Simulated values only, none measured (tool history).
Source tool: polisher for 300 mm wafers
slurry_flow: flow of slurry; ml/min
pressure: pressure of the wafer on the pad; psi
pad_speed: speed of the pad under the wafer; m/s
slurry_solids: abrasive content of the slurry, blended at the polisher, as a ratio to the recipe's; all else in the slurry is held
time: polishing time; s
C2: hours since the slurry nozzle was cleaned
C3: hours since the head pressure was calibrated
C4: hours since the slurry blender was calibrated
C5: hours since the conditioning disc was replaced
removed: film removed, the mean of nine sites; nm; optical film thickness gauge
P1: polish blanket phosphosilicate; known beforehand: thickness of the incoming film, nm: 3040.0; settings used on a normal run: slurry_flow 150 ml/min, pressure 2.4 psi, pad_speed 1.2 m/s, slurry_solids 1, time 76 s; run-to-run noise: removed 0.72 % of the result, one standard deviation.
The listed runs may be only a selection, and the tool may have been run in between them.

run 1 hour=7.3 | slurry_flow=150 pressure=2.4 pad_speed=1.2 slurry_solids=1 time=76 | wafers_polished_on_this_pad=461 C2=45.1 C3=922.1 C4=74.7 C5=45.9 | removed=616.68
run 2 hour=14.4 | slurry_flow=150 pressure=2.4 pad_speed=1.2 slurry_solids=1 time=112 | wafers_polished_on_this_pad=519 C2=52.2 C3=929.2 C4=81.8 C5=53 | removed=905.64
run 3 hour=22.8 | slurry_flow=150 pressure=2.4 pad_speed=1.2 slurry_solids=1 time=76 | wafers_polished_on_this_pad=587 C2=60.6 C3=937.6 C4=90.2 C5=61.4 | removed=607.83
-- hour=26.6 head pressure recalibrated
run 4 hour=32.6 | slurry_flow=200 pressure=2.4 pad_speed=1.2 slurry_solids=1 time=76 | wafers_polished_on_this_pad=667 C2=70.4 C3=6 C4=100 C5=71.2 | removed=631.14
run 5 hour=37.8 | slurry_flow=150 pressure=2.4 pad_speed=1.2 slurry_solids=1 time=76 | wafers_polished_on_this_pad=709 C2=75.6 C3=11.2 C4=105.2 C5=76.4 | removed=616.55
run 6 hour=46.7 | slurry_flow=150 pressure=1.2 pad_speed=0.84 slurry_solids=1 time=76 | wafers_polished_on_this_pad=781 C2=84.5 C3=20.1 C4=114.1 C5=85.3 | removed=232.49
run 7 hour=56.4 | slurry_flow=150 pressure=2.4 pad_speed=0.88 slurry_solids=1 time=76 | wafers_polished_on_this_pad=860 C2=94.2 C3=29.8 C4=123.8 C5=95 | removed=479.01
run 8 hour=61.2 | slurry_flow=150 pressure=2.4 pad_speed=1.2 slurry_solids=1 time=34 | wafers_polished_on_this_pad=899 C2=99 C3=34.6 C4=128.6 C5=99.8 | removed=276.26
run 9 hour=69.3 | slurry_flow=150 pressure=2.4 pad_speed=1.2 slurry_solids=1 time=76 | wafers_polished_on_this_pad=965 C2=107.1 C3=42.7 C4=136.7 C5=107.9 | removed=618.95
run 10 hour=74.7 | slurry_flow=150 pressure=2.4 pad_speed=1.2 slurry_solids=1 time=76 | wafers_polished_on_this_pad=1009 C2=112.5 C3=48.1 C4=142.1 C5=113.3 | removed=612.59
run 11 hour=82.8 | slurry_flow=150 pressure=1.1 pad_speed=1.2 slurry_solids=1 time=76 | wafers_polished_on_this_pad=1075 C2=120.6 C3=56.2 C4=150.2 C5=121.4 | removed=283.12
run 12 hour=92.8 | slurry_flow=150 pressure=2.4 pad_speed=1.2 slurry_solids=1 time=76 | wafers_polished_on_this_pad=1156 C2=130.6 C3=66.2 C4=160.2 C5=131.4 | removed=614.79
run 13 hour=103.5 | slurry_flow=150 pressure=2.4 pad_speed=1.2 slurry_solids=0.6 time=76 | wafers_polished_on_this_pad=1243 C2=141.3 C3=76.9 C4=170.9 C5=142.1 | removed=477.52
run 14 hour=108.4 | slurry_flow=150 pressure=3.6 pad_speed=1.2 slurry_solids=1 time=76 | wafers_polished_on_this_pad=1283 C2=146.2 C3=81.8 C4=175.8 C5=147 | removed=924.38
run 15 hour=118.3 | slurry_flow=150 pressure=2.4 pad_speed=1.2 slurry_solids=1.2 time=76 | wafers_polished_on_this_pad=1364 C2=156.1 C3=91.7 C4=185.7 C5=156.9 | removed=666.22
run 16 hour=126.3 | slurry_flow=150 pressure=2.4 pad_speed=1.7 slurry_solids=1 time=76 | wafers_polished_on_this_pad=1429 C2=164.1 C3=99.7 C4=193.7 C5=164.9 | removed=816.22
run 17 hour=131 | slurry_flow=90 pressure=2.4 pad_speed=1.2 slurry_solids=1 time=76 | wafers_polished_on_this_pad=1467 C2=168.8 C3=104.4 C4=198.4 C5=169.6 | removed=551.96
run 18 hour=137.2 | slurry_flow=150 pressure=2.4 pad_speed=1.2 slurry_solids=1 time=76 | wafers_polished_on_this_pad=1517 C2=175 C3=110.6 C4=204.6 C5=175.8 | removed=615.81
run 19 hour=145.4 | slurry_flow=150 pressure=2.4 pad_speed=1.2 slurry_solids=1 time=76 | wafers_polished_on_this_pad=1584 C2=183.2 C3=118.8 C4=212.8 C5=184 | removed=587.08
run 20 hour=151.4 | slurry_flow=150 pressure=2.4 pad_speed=1.2 slurry_solids=1 time=76 | wafers_polished_on_this_pad=1633 C2=189.2 C3=124.8 C4=218.8 C5=190 | removed=581.13
-- hour=157 head pressure recalibrated
run 21 hour=157.5 | slurry_flow=150 pressure=2.4 pad_speed=1.2 slurry_solids=1 time=76 | wafers_polished_on_this_pad=1683 C2=195.3 C3=0.5 C4=224.9 C5=196.1 | removed=563.04
-- hour=160.5 conditioning disc replaced and pad reconditioned
run 22 hour=162.6 | slurry_flow=150 pressure=2.4 pad_speed=1.2 slurry_solids=1 time=76 | wafers_polished_on_this_pad=1724 C2=200.4 C3=5.6 C4=230 C5=2.2 | removed=562.76
run 23 hour=170.9 | slurry_flow=150 pressure=2.4 pad_speed=1.2 slurry_solids=1 time=76 | wafers_polished_on_this_pad=1791 C2=208.7 C3=13.9 C4=238.3 C5=10.5 | removed=562.88
-- hour=172.8 slurry nozzle cleaned
run 24 hour=178.8 | slurry_flow=150 pressure=2.4 pad_speed=1.2 slurry_solids=1 time=76 | wafers_polished_on_this_pad=1856 C2=6 C3=21.8 C4=246.2 C5=18.4 | removed=567.02
run 25 hour=188.7 | slurry_flow=150 pressure=2.4 pad_speed=1.2 slurry_solids=1 time=76 | wafers_polished_on_this_pad=1936 C2=15.9 C3=31.7 C4=256.1 C5=28.3 | removed=549.57

The log shows P1 creeping away from where it was. Any of the 2 causes listed here, at the size stated for it, fits the log just as well as the others:
A: abrasive missing from the slurry, % = 19.3
B: removal rate lost through wear of the pad, % = 9.81
The gradual shift began around hour 137.2.
Other possible causes, and why each is ruled out:
slurry flow missing at the pad, %: serviced after onset, at hour 172.8, with no recovery of the prior output
head's pressure below its setpoint, %: serviced after onset, at hour 157, with no recovery of the prior output
time polished since the conditioner stopped cutting, s: serviced after onset, at hour 160.5, with no recovery of the prior output

Which of the 4 check runs listed below, each an average over 5 wafers with its results shown as question marks, gives clearly different results under the different listed causes?
run check 1 hour=198.6 | slurry_flow=190 pressure=2.4 pad_speed=1.58 slurry_solids=1 time=76 | removed=?
run check 2 hour=198.6 | slurry_flow=150 pressure=1.3 pad_speed=1.2 slurry_solids=1 time=34 | removed=?
run check 3 hour=198.6 | slurry_flow=90 pressure=2.4 pad_speed=1.2 slurry_solids=1 time=76 | removed=?
run check 4 hour=198.6 | slurry_flow=150 pressure=2.4 pad_speed=1.2 slurry_solids=0.65 time=76 | removed=?

Check results expected under each cause:
check=check_1 result=removed if_A=718.52 if_B=718.48
check=check_2 result=removed if_A=134.68 if_B=134.67
check=check_3 result=removed if_A=496.66 if_B=496.64
check=check_4 result=removed if_A=436.4 if_B=446.47
Per-check spread between the two closest causes, in the result where they differ most: check 1 0.01 %; check 2 0.01 %; check 3 0.01 %; check 4 2.28 %
Check 4 is the one run that separates the causes; every other check would come out nearly the same whichever cause is at work.

With check 4 done, the readings were: removed 445.21 nm. Identify which of the listed causes applies.

It was cause B: removal rate lost through wear of the pad, %.
